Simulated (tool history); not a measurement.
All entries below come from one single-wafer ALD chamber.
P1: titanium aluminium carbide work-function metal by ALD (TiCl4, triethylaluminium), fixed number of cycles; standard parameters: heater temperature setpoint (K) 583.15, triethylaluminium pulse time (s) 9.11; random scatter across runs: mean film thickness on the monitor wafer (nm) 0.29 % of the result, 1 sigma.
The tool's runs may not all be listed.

run   hour  heater temperature setpoint (K)  triethylaluminium pulse time (s)  mean film thickness on the monitor wafer (nm)
  1   12.9                           583.15                              9.11                                         1.9736
  2   23.9                           563.15                              3.35                                         1.3013
  3   30.8                           583.15                             11.98                                         2.0423
  4   42.4                           583.15                              3.96                                         1.5360
  5   53.3                           583.15                              9.11                                         1.9869
  6   63.8                           583.15                              9.11                                         1.9894
  7   71.3                           583.15                              9.11                                         1.9917
  8   81.6                           560.15                              9.11                                         1.7976
  9   92.2                           583.15                              9.11                                         1.9850
 10  105.7                           583.15                              9.11                                         1.9768
 11  114.8                           606.15                              9.11                                         2.1788
 12  127.8                           583.15                              9.11                                         1.9866
 13  139.3                           583.15                              9.11                                         1.9589
 14  149.7                           583.15                              9.11                                         1.9500
 15  160.9                           583.15                              9.11                                         1.9455
 16  168.5                           583.15                              9.11                                         1.9495
 17  179.3                           583.15                              9.11                                         1.9430
 18  192.9                           583.15                              9.11                                         1.9408

What P1 gives has crept off from where it sat before. The 2 causes that follow fit the log equally well, each at the size noted:
A: wafer temperature below the value expected at the setpoint (K) = 4.77
B: triethylaluminium dose below that of a fresh bottle (%) = 11.7
The creep began at about hour 127.8.

The check runs listed below each take one wafer, and their results are still question marks. Under which run would the listed causes lead to clearly different results?
check 1  206.5                           599.15                              5.54                                              ?
check 2  206.5                           562.15                              9.11                                              ?
check 3  206.5                           605.15                              9.11                                              ?
check 4  206.5                           598.15                              9.11                                              ?

Predicted outcomes, by check and by cause:
  check                                         result    if A    if B
check 1  mean film thickness on the monitor wafer (nm)  1.8533  1.8069
check 2  mean film thickness on the monitor wafer (nm)  1.7746  1.7772
check 3  mean film thickness on the monitor wafer (nm)  2.1319  2.1286
check 4  mean film thickness on the monitor wafer (nm)  2.0729  2.0707
Smallest distance between any two causes, each pair judged by its most separating result, in per cent: check 1 2.54 %; check 2 0.15 %; check 3 0.15 %; check 4 0.11 %
Check 1 tells the causes apart: in the others they would give nearly the same result.

Running check 1 produced the following: mean film thickness on the monitor wafer (nm) 1.8602. Which one of the listed causes fits?

The correct cause is A, namely: wafer temperature below the value expected at the setpoint (K).

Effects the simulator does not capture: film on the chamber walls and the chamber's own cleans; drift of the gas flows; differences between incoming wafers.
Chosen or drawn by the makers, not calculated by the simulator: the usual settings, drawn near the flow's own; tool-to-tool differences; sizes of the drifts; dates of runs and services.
